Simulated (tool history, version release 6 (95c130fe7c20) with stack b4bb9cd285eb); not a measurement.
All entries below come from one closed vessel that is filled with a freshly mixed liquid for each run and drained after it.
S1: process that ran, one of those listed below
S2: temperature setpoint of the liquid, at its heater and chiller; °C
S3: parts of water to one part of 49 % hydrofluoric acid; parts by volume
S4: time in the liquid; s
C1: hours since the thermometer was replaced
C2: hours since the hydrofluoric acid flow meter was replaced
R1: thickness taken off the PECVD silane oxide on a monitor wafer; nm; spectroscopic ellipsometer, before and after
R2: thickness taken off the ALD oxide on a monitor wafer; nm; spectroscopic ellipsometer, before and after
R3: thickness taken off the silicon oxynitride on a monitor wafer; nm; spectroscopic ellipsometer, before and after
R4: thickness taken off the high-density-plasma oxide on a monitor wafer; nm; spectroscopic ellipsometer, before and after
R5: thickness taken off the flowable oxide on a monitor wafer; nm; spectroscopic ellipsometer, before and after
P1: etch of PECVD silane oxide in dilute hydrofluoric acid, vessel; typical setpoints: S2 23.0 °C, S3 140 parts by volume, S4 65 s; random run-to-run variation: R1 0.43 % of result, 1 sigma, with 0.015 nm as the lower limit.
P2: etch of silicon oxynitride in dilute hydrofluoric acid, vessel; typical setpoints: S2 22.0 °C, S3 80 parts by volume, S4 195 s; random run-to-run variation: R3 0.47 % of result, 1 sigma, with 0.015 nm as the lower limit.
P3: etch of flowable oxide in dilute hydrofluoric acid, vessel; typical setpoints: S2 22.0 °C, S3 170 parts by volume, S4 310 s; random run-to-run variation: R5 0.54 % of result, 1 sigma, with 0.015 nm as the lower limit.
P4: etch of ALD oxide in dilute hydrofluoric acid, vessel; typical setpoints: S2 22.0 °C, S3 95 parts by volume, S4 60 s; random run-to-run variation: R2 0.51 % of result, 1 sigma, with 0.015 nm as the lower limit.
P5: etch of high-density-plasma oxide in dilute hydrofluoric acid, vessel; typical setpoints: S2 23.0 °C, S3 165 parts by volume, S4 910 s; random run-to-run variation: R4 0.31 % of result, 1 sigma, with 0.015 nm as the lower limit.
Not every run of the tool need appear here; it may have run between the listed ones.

Run 1, day 0.383: S1 P1, S2 23.0 °C, S3 140 parts by volume, S4 65 s; C1 943.7; C2 374.1. Result: R1 20.8470 nm.
Run 2, day 1.033: S1 P4, S2 27.5 °C, S3 95 parts by volume, S4 60 s; C1 959.3; C2 389.7. Result: R2 10.8750 nm.
Run 3, day 1.650: S1 P2, S2 22.0 °C, S3 80 parts by volume, S4 90 s; C1 974.1; C2 404.5. Result: R3 4.9135 nm.
Run 4, day 2.058: S1 P1, S2 23.0 °C, S3 60 parts by volume, S4 65 s; C1 983.9; C2 414.3. Result: R1 52.9340 nm.
Run 5, day 2.588: S1 P4, S2 22.0 °C, S3 155 parts by volume, S4 60 s; C1 996.6; C2 427.0. Result: R2 5.0016 nm.
Run 6, day 2.917: S1 P5, S2 23.0 °C, S3 165 parts by volume, S4 440 s; C1 1004.5; C2 434.9. Result: R4 13.326 nm.
Run 7, day 3.379: S1 P1, S2 23.0 °C, S3 140 parts by volume, S4 65 s; C1 1015.6; C2 446.0. Result: R1 20.5520 nm.
Run 8, day 3.812: S1 P5, S2 23.0 °C, S3 165 parts by volume, S4 910 s; C1 1026.0; C2 456.4. Result: R4 27.523 nm.
Run 9, day 4.379: S1 P5, S2 31.0 °C, S3 165 parts by volume, S4 910 s; C1 1039.6; C2 470.0. Result: R4 37.058 nm.
Run 10, day 5.058: S1 P1, S2 23.0 °C, S3 140 parts by volume, S4 65 s; C1 1055.9; C2 486.3. Result: R1 20.6480 nm.
Run 11, day 5.633: S1 P3, S2 22.0 °C, S3 170 parts by volume, S4 450 s; C1 1069.7; C2 500.1. Result: R5 60.369 nm.
Run 12, day 6.004: S1 P4, S2 22.0 °C, S3 95 parts by volume, S4 35 s; C1 1078.6; C2 509.0. Result: R2 5.1998 nm.
Run 13, day 6.421: S1 P5, S2 23.0 °C, S3 165 parts by volume, S4 910 s; C1 1088.6; C2 519.0. Result: R4 27.335 nm.
Run 14, day 6.996: S1 P4, S2 22.0 °C, S3 95 parts by volume, S4 60 s; C1 1102.4; C2 532.8. Result: R2 8.7966 nm.
Run 15, day 7.638: S1 P1, S2 23.0 °C, S3 140 parts by volume, S4 65 s; C1 1117.8; C2 548.2. Result: R1 20.5000 nm.
Run 16, day 8.317: S1 P3, S2 17.0 °C, S3 170 parts by volume, S4 310 s; C1 1134.1; C2 564.5. Result: R5 34.010 nm.
Run 17, day 8.758: S1 P5, S2 23.0 °C, S3 70 parts by volume, S4 910 s; C1 1144.7; C2 575.1. Result: R4 72.104 nm.
Run 18, day 9.292: S1 P2, S2 22.0 °C, S3 80 parts by volume, S4 195 s; C1 1157.5; C2 587.9. Result: R3 10.7170 nm.
Run 19, day 9.829: S1 P3, S2 22.0 °C, S3 35 parts by volume, S4 310 s; C1 1170.4; C2 600.8. Result: R5 233.810 nm.
Run 20, day 10.258: S1 P1, S2 23.0 °C, S3 140 parts by volume, S4 65 s; C1 1180.7; C2 611.1. Result: R1 20.6260 nm.
Run 21, day 10.833: S1 P3, S2 22.0 °C, S3 170 parts by volume, S4 310 s; C1 1194.5; C2 624.9. Result: R5 41.232 nm.
Run 22, day 11.262: S1 P3, S2 22.0 °C, S3 170 parts by volume, S4 310 s; C1 1204.8; C2 635.2. Result: R5 40.945 nm.
Run 23, day 11.575: S1 P2, S2 17.0 °C, S3 80 parts by volume, S4 195 s; C1 1212.3; C2 642.7. Result: R3 8.2791 nm.
Run 24, day 12.179: S1 P1, S2 23.0 °C, S3 140 parts by volume, S4 65 s; C1 1226.8; C2 657.2. Result: R1 20.6550 nm.
Run 25, day 12.838: S1 P1, S2 17.0 °C, S3 140 parts by volume, S4 65 s; C1 1242.6; C2 673.0. Result: R1 16.2440 nm.
Run 26, day 13.346: S1 P2, S2 22.0 °C, S3 20 parts by volume, S4 195 s; C1 1254.8; C2 685.2. Result: R3 44.0960 nm.
Run 27, day 13.862: S1 P1, S2 23.0 °C, S3 140 parts by volume, S4 120 s; C1 1267.2; C2 697.6. Result: R1 38.4420 nm.
Run 28, day 14.383: S1 P1, S2 23.0 °C, S3 215 parts by volume, S4 65 s; C1 1279.7; C2 710.1. Result: R1 12.3720 nm.
At day 14.771: thermometer replaced.
Run 29, day 15.054: S1 P1, S2 30.0 °C, S3 140 parts by volume, S4 65 s; C1 6.9; C2 726.2. Result: R1 26.9000 nm.
Run 30, day 15.554: S1 P1, S2 23.0 °C, S3 140 parts by volume, S4 30 s; C1 18.9; C2 738.2. Result: R1 9.5247 nm.
Run 31, day 15.921: S1 P2, S2 22.0 °C, S3 80 parts by volume, S4 195 s; C1 27.7; C2 747.0. Result: R3 10.6880 nm.
Run 32, day 16.525: S1 P1, S2 31.0 °C, S3 45 parts by volume, S4 65 s; C1 42.2; C2 761.5. Result: R1 100.0500 nm.
Run 33, day 17.121: S1 P1, S2 23.0 °C, S3 140 parts by volume, S4 65 s; C1 56.5; C2 775.8. Result: R1 20.8200 nm.
Run 34, day 17.575: S1 P1, S2 23.0 °C, S3 140 parts by volume, S4 65 s; C1 67.4; C2 786.7. Result: R1 20.9610 nm.
Run 35, day 18.262: S1 P1, S2 23.0 °C, S3 140 parts by volume, S4 65 s; C1 83.9; C2 803.2. Result: R1 21.5750 nm.
Run 36, day 18.642: S1 P1, S2 23.0 °C, S3 140 parts by volume, S4 65 s; C1 93.0; C2 812.3. Result: R1 21.4790 nm.
Run 37, day 19.300: S1 P1, S2 23.0 °C, S3 140 parts by volume, S4 65 s; C1 108.8; C2 828.1. Result: R1 21.8960 nm.
Run 38, day 19.888: S1 P1, S2 23.0 °C, S3 140 parts by volume, S4 65 s; C1 122.9; C2 842.2. Result: R1 21.8630 nm.
Run 39, day 20.583: S1 P1, S2 23.0 °C, S3 140 parts by volume, S4 65 s; C1 139.6; C2 858.9. Result: R1 21.9570 nm.
Run 40, day 21.050: S1 P1, S2 23.0 °C, S3 140 parts by volume, S4 65 s; C1 150.8; C2 870.1. Result: R1 22.0800 nm.
Run 41, day 21.392: S1 P1, S2 23.0 °C, S3 140 parts by volume, S4 65 s; C1 159.0; C2 878.3. Result: R1 22.2520 nm.
Run 42, day 21.817: S1 P1, S2 23.0 °C, S3 140 parts by volume, S4 65 s; C1 169.2; C2 888.5. Result: R1 22.0390 nm.
Run 43, day 22.296: S1 P1, S2 23.0 °C, S3 140 parts by volume, S4 65 s; C1 180.7; C2 900.0. Result: R1 22.1660 nm.
Run 44, day 22.700: S1 P1, S2 23.0 °C, S3 140 parts by volume, S4 65 s; C1 190.4; C2 909.7. Result: R1 22.1980 nm.

What P1 gives has crept off from where it sat before. The 2 causes that follow fit the log equally well, each at the size noted:
A: liquid hotter than its thermometer reads (K) = 1.87
B: hydrofluoric acid flow above the setpoint (%) = 6.4
The drift started at roughly day 17.121.

Which of the check runs below tells the causes apart, meaning the causes would give it clearly different results? Each run uses 2 wafers whose results are averaged, and each result is shown as a question mark.
Run check 1, day 23.104: S1 P2, S2 17.5 °C, S3 40 parts by volume, S4 195 s. Result: R3 ?.
Run check 2, day 23.104: S1 P3, S2 22.0 °C, S3 75 parts by volume, S4 445 s. Result: R5 ?.
Run check 3, day 23.104: S1 P5, S2 23.0 °C, S3 120 parts by volume, S4 910 s. Result: R4 ?.
Run check 4, day 23.104: S1 P4, S2 22.0 °C, S3 125 parts by volume, S4 60 s. Result: R2 ?.

Check results expected under each cause:
  check  result     if A     if B
check 1      R3  19.2380  18.6260
check 2      R5  161.250  159.870
check 3      R4   42.836   42.726
check 4      R2   6.9534   6.9331
Gap, in per cent, between the two causes that each check separates least, read from the result that separates them most: check 1 3.23 %; check 2 0.86 %; check 3 0.26 %; check 4 0.29 %
The other checks would show nearly matching results whichever cause is true, so check 1 is the only one that separates the causes.

After running check 1, the following was obtained: R3 19.2360 nm. Which cause does this point to?

The cause is A: liquid hotter than its thermometer reads (K).

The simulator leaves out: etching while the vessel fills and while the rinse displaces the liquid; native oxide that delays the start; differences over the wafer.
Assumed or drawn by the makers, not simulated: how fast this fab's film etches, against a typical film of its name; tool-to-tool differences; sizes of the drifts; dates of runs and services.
